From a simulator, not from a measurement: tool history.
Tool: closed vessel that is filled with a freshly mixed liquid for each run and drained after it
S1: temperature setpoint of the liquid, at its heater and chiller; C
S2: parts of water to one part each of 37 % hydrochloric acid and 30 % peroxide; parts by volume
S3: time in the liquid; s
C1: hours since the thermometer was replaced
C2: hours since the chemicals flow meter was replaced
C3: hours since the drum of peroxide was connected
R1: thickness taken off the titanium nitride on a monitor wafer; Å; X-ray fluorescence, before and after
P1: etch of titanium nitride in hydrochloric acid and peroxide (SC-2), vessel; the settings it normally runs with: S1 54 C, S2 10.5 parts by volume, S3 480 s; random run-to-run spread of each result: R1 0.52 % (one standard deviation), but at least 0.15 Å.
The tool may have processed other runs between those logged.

run 1 hour=12 | S1=54 S2=10.5 S3=480 | C1=1624.2 C2=262.5 C3=465.2 | R1=223.52
-- hour=24.3 chemicals flow meter replaced
run 2 hour=26.5 | S1=54 S2=17.5 S3=480 | C1=1638.7 C2=2.2 C3=479.7 | R1=142.11
run 3 hour=37.5 | S1=38 S2=10.5 S3=480 | C1=1649.7 C2=13.2 C3=490.7 | R1=74.661
run 4 hour=51.7 | S1=54 S2=10.5 S3=480 | C1=1663.9 C2=27.4 C3=504.9 | R1=223.63
run 5 hour=60 | S1=67 S2=10.5 S3=480 | C1=1672.2 C2=35.7 C3=513.2 | R1=502.42
run 6 hour=72.4 | S1=54 S2=10.5 S3=480 | C1=1684.6 C2=48.1 C3=525.6 | R1=224.6
run 7 hour=82.9 | S1=54 S2=10.5 S3=960 | C1=1695.1 C2=58.6 C3=536.1 | R1=447.4
run 8 hour=98.2 | S1=54 S2=4.5 S3=480 | C1=1710.4 C2=73.9 C3=551.4 | R1=423.98
run 9 hour=110.8 | S1=54 S2=10.5 S3=480 | C1=1723 C2=86.5 C3=564 | R1=222.4
run 10 hour=122 | S1=64 S2=10.5 S3=30 | C1=1734.2 C2=97.7 C3=575.2 | R1=25.809
run 11 hour=135.3 | S1=54 S2=10.5 S3=30 | C1=1747.5 C2=111 C3=588.5 | R1=14.113
run 12 hour=142.9 | S1=54 S2=10.5 S3=480 | C1=1755.1 C2=118.6 C3=596.1 | R1=224.2
run 13 hour=154.4 | S1=54 S2=10.5 S3=480 | C1=1766.6 C2=130.1 C3=607.6 | R1=228.78
run 14 hour=163.3 | S1=54 S2=10.5 S3=480 | C1=1775.5 C2=139 C3=616.5 | R1=233.58
run 15 hour=171.6 | S1=54 S2=10.5 S3=480 | C1=1783.8 C2=147.3 C3=624.8 | R1=234.8
run 16 hour=189.1 | S1=54 S2=10.5 S3=480 | C1=1801.3 C2=164.8 C3=642.3 | R1=238.98

The next listed run, before its measurement:
run 17 hour=201.5 | S1=54 S2=10.5 S3=480 | C1=1813.7 C2=177.2 C3=654.7 | R1=?

R1: 238.44 Å
